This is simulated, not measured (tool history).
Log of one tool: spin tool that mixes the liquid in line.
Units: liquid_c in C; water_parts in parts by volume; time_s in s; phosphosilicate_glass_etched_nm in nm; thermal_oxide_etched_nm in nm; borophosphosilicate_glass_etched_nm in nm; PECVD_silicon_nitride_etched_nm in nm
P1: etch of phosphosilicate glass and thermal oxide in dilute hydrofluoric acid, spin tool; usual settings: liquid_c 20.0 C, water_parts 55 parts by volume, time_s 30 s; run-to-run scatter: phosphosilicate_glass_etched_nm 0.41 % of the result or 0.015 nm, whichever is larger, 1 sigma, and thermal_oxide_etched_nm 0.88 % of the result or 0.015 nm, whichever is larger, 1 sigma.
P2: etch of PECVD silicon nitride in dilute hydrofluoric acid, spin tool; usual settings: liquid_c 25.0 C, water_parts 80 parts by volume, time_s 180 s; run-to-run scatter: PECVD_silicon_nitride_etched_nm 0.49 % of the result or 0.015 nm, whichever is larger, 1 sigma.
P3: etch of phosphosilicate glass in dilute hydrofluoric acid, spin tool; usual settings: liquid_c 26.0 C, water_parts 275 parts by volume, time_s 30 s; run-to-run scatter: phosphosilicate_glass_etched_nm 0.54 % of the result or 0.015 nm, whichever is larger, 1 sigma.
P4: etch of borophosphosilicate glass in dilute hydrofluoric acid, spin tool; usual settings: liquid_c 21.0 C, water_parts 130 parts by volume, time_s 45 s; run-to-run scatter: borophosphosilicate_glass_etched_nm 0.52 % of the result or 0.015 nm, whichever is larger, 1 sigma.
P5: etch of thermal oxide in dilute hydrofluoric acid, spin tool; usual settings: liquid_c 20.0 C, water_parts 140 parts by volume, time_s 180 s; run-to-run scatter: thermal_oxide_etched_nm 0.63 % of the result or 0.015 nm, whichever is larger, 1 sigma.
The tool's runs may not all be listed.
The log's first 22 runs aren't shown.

run   hour  process  liquid_c  water_parts  time_s  phosphosilicate_glass_etched_nm  thermal_oxide_etched_nm  borophosphosilicate_glass_etched_nm  PECVD_silicon_nitride_etched_nm
 23  251.9       P5      17.0          140     180                                                    4.5393
 24  261.8       P4      21.0          130      45                                                                                         8.4483
 25  271.4       P3      26.0          275      30                           12.322
 26  282.3       P4      25.0          130      45                                                                                         9.7513
 27  291.5       P2      25.0          120     180                                                                                                                          3.9871
 28  304.2       P5      20.0           35     180                                                   23.0580
 29  318.8       P5      20.0          140     180                                                    5.0969
 30  333.4       P3      26.0          275      60                           24.298
 31  340.5       P3      22.5          275      30                           10.727
 32  348.8       P1      20.0           55      30                           41.185                   2.4063
 33  355.9       P1      20.0           55      30                           42.498                   2.5044

Run 34 comes next. What will it give?
 34  369.5       P1      20.0           55      30                                ?                        ?

phosphosilicate_glass_etched_nm: 44.297 nm
thermal_oxide_etched_nm: 2.6036 nm

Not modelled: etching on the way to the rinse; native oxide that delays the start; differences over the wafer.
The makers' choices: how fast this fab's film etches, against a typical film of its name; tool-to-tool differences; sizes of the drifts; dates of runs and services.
